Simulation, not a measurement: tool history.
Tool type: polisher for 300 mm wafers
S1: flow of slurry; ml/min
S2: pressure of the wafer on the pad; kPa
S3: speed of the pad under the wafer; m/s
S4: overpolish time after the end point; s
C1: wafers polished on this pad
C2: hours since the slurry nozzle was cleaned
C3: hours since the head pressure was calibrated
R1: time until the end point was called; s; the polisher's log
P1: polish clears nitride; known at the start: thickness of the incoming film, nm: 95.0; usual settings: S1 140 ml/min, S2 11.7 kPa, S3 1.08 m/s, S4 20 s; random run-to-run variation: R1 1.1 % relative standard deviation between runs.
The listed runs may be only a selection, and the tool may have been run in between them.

run,hour,S1,S2,S3,S4,C1,C2,C3,R1
1,10.2,140,11.7,1.08,20,509,136.2,539.2,138.470
2,27.3,140,11.7,0.48,20,604,153.3,556.3,314.840
3,37.7,140,11.7,1.08,20,661,163.7,566.7,134.990
4,48.0,140,11.7,1.08,40,718,174.0,577.0,138.510
5,65.1,140,17.9,1.08,20,813,191.1,594.1,90.961
6,77.4,190,11.7,1.08,20,881,203.4,606.4,133.430
7,95.9,140,6.2,1.08,20,984,221.9,624.9,262.050
8,114.9,85,11.7,1.08,20,1089,240.9,643.9,152.080
9,126.3,140,11.7,1.08,20,1152,252.3,655.3,139.640
10,142.2,140,11.7,1.66,20,1240,268.2,671.2,90.745
11,152.4,140,15.9,1.08,32,1297,278.4,681.4,102.290
12,168.6,140,11.7,1.08,6,1386,294.6,697.6,138.110
13,183.0,140,11.7,1.08,20,1466,309.0,712.0,137.980
14,194.5,90,11.7,0.76,20,1530,320.5,723.5,221.210
15,208.5,140,11.7,1.08,20,1608,334.5,737.5,139.790
16,222.3,140,11.7,1.08,20,1684,348.3,751.3,140.790
17,241.0,140,11.7,1.08,20,1788,367.0,770.0,148.500
18,258.1,140,11.7,1.08,20,1882,384.1,787.1,147.830
# hour 267.4: head pressure recalibrated
19,268.0,140,11.7,1.08,20,1937,394.0,0.7,147.590
20,281.0,140,11.7,1.08,20,2009,407.0,13.7,150.760
21,296.5,140,11.7,1.08,20,2095,422.5,29.2,153.050
22,312.0,140,11.7,1.08,20,2181,438.0,44.7,148.940

The log shows P1 creeping away from where it was. Any of the 2 causes listed here, at the size stated for it, fits the log just as well as the others:
A: removal rate lost through wear of the pad, % = 8.35
B: slurry flow missing at the pad, % = 32.7
The process output started creeping at around hour 222.3.
Every other cause this tool's parts could produce, and why it does not fit the log:
head's pressure below its setpoint, %: work on it at hour 267.4, done after the drift set in, did not restore what the process gave before

Of the 4 check runs below, each run on 3 wafers with the results averaged and each result still a question mark, which one would tell the listed causes apart?
check 1,327.5,85,11.7,1.60,20,,,,?
check 2,327.5,140,11.7,0.58,6,,,,?
check 3,327.5,140,6.9,1.08,6,,,,?
check 4,327.5,140,17.2,1.08,36,,,,?

Expected result of each check under each candidate cause:
check,result,if A,if B
check 1,R1,114.690,120.270
check 2,R1,281.850,281.910
check 3,R1,257.320,257.370
check 4,R1,102.930,102.950
Per-check spread between the two closest causes, in the result where they differ most: check 1 4.75 %; check 2 0.02 %; check 3 0.02 %; check 4 0.02 %
The other checks would show nearly matching results whichever cause is true, so check 1 is the only one that separates the causes.

Check 1 was carried out, with these results: R1 114.500 s. Which of the listed causes is responsible?

The correct cause is A, namely: removal rate lost through wear of the pad, %.
